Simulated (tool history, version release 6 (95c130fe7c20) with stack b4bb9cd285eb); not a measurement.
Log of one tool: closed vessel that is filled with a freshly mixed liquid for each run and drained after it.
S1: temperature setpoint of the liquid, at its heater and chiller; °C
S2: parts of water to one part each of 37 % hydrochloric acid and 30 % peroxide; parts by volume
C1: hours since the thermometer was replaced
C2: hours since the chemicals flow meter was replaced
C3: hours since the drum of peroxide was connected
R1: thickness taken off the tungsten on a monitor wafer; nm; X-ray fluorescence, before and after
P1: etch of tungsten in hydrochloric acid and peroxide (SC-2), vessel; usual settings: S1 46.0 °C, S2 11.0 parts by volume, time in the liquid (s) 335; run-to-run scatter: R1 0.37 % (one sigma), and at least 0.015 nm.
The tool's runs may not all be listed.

{"run": 1, "day": 0.146, "S1": 46.0, "S2": 11.0, "time in the liquid (s)": 335, "C1": 387.9, "C2": 442.6, "C3": 735.8, "R1": 56.614}
{"run": 2, "day": 0.325, "S1": 46.0, "S2": 11.0, "time in the liquid (s)": 335, "C1": 392.2, "C2": 446.9, "C3": 740.1, "R1": 56.423}
{"run": 3, "day": 0.483, "S1": 46.0, "S2": 11.0, "time in the liquid (s)": 335, "C1": 396.0, "C2": 450.7, "C3": 743.9, "R1": 56.594}
{"run": 4, "day": 0.658, "S1": 59.5, "S2": 11.0, "time in the liquid (s)": 335, "C1": 400.2, "C2": 454.9, "C3": 748.1, "R1": 137.29}
{"run": 5, "day": 0.867, "S1": 46.0, "S2": 11.0, "time in the liquid (s)": 335, "C1": 405.2, "C2": 459.9, "C3": 753.1, "R1": 56.281}
{"run": 6, "day": 1.1, "S1": 59.5, "S2": 11.0, "time in the liquid (s)": 650, "C1": 410.8, "C2": 465.5, "C3": 758.7, "R1": 266.15}
{"run": 7, "day": 1.246, "S1": 46.0, "S2": 11.0, "time in the liquid (s)": 335, "C1": 414.3, "C2": 469.0, "C3": 762.2, "R1": 56.432}
{"run": 8, "day": 1.383, "S1": 46.0, "S2": 11.0, "time in the liquid (s)": 85, "C1": 417.6, "C2": 472.3, "C3": 765.5, "R1": 14.362}
{"run": 9, "day": 1.517, "S1": 46.0, "S2": 11.0, "time in the liquid (s)": 665, "C1": 420.8, "C2": 475.5, "C3": 768.7, "R1": 112.85}
{"run": 10, "day": 1.783, "S1": 46.0, "S2": 4.0, "time in the liquid (s)": 335, "C1": 427.2, "C2": 481.9, "C3": 775.1, "R1": 121.7}
{"run": 11, "day": 1.975, "S1": 35.0, "S2": 11.0, "time in the liquid (s)": 335, "C1": 431.8, "C2": 486.5, "C3": 779.7, "R1": 25.605}
{"run": 12, "day": 2.117, "S1": 46.0, "S2": 19.5, "time in the liquid (s)": 335, "C1": 435.2, "C2": 489.9, "C3": 783.1, "R1": 34.109}
{"run": 13, "day": 2.329, "S1": 58.0, "S2": 4.0, "time in the liquid (s)": 335, "C1": 440.3, "C2": 495.0, "C3": 788.2, "R1": 269.33}
{"run": 14, "day": 2.517, "S1": 46.0, "S2": 11.0, "time in the liquid (s)": 335, "C1": 444.8, "C2": 499.5, "C3": 792.7, "R1": 56.367}
{"run": 15, "day": 2.704, "S1": 46.0, "S2": 11.0, "time in the liquid (s)": 335, "C1": 449.3, "C2": 504.0, "C3": 797.2, "R1": 57.995}
{"run": 16, "day": 2.871, "S1": 46.0, "S2": 11.0, "time in the liquid (s)": 335, "C1": 453.3, "C2": 508.0, "C3": 801.2, "R1": 59.227}
{"run": 17, "day": 3.117, "S1": 46.0, "S2": 11.0, "time in the liquid (s)": 335, "C1": 459.2, "C2": 513.9, "C3": 807.1, "R1": 60.095}
{"run": 18, "day": 3.358, "S1": 46.0, "S2": 11.0, "time in the liquid (s)": 335, "C1": 465.0, "C2": 519.7, "C3": 812.9, "R1": 60.943}
{"run": 19, "day": 3.542, "S1": 46.0, "S2": 11.0, "time in the liquid (s)": 335, "C1": 469.4, "C2": 524.1, "C3": 817.3, "R1": 60.533}
{"run": 20, "day": 3.783, "S1": 46.0, "S2": 11.0, "time in the liquid (s)": 335, "C1": 475.2, "C2": 529.9, "C3": 823.1, "R1": 61.485}
{"run": 21, "day": 4.058, "S1": 46.0, "S2": 11.0, "time in the liquid (s)": 335, "C1": 481.8, "C2": 536.5, "C3": 829.7, "R1": 61.254}
{"run": 22, "day": 4.321, "S1": 46.0, "S2": 11.0, "time in the liquid (s)": 335, "C1": 488.1, "C2": 542.8, "C3": 836.0, "R1": 61.195}

What P1 gives has crept away from where it was. These 2 causes fit the log equally well, each at the size given:
A: liquid hotter than its thermometer reads (K) = 1.3
B: chemicals flow above the setpoint (%) = 11.1
The creep began at about day 2.517.
Why every other cause is out:
peroxide weaker than its label (%): at most 8, which would move R1 by -7.4 %: too little, or the wrong way

4 check runs are offered, each on 2 wafers whose results are averaged, their results left as question marks. Which one tells the causes apart?
{"run": "check 1", "day": 4.583, "S1": 35.0, "S2": 19.0, "time in the liquid (s)": 335, "R1": "?"}
{"run": "check 2", "day": 4.583, "S1": 58.5, "S2": 11.0, "time in the liquid (s)": 335, "R1": "?"}
{"run": "check 3", "day": 4.583, "S1": 46.0, "S2": 19.0, "time in the liquid (s)": 335, "R1": "?"}
{"run": "check 4", "day": 4.583, "S1": 40.0, "S2": 4.0, "time in the liquid (s)": 335, "R1": "?"}

What each check would give under each cause:
check=check_1 result=R1 if_A=17.596 if_B=17.593
check=check_2 result=R1 if_A=139.120 if_B=140.010
check=check_3 result=R1 if_A=38.093 if_B=38.331
check=check_4 result=R1 if_A=88.077 if_B=86.081
How far apart the two closest causes lie, in the result that separates them most: check 1 0.02 %; check 2 0.64 %; check 3 0.62 %; check 4 2.29 %
Only check 4 tells the causes apart: in the others they would give nearly the same result.

Check 4 was then run and gave: R1 88.153 nm. Which cause is it?

It is A: liquid hotter than its thermometer reads (K).

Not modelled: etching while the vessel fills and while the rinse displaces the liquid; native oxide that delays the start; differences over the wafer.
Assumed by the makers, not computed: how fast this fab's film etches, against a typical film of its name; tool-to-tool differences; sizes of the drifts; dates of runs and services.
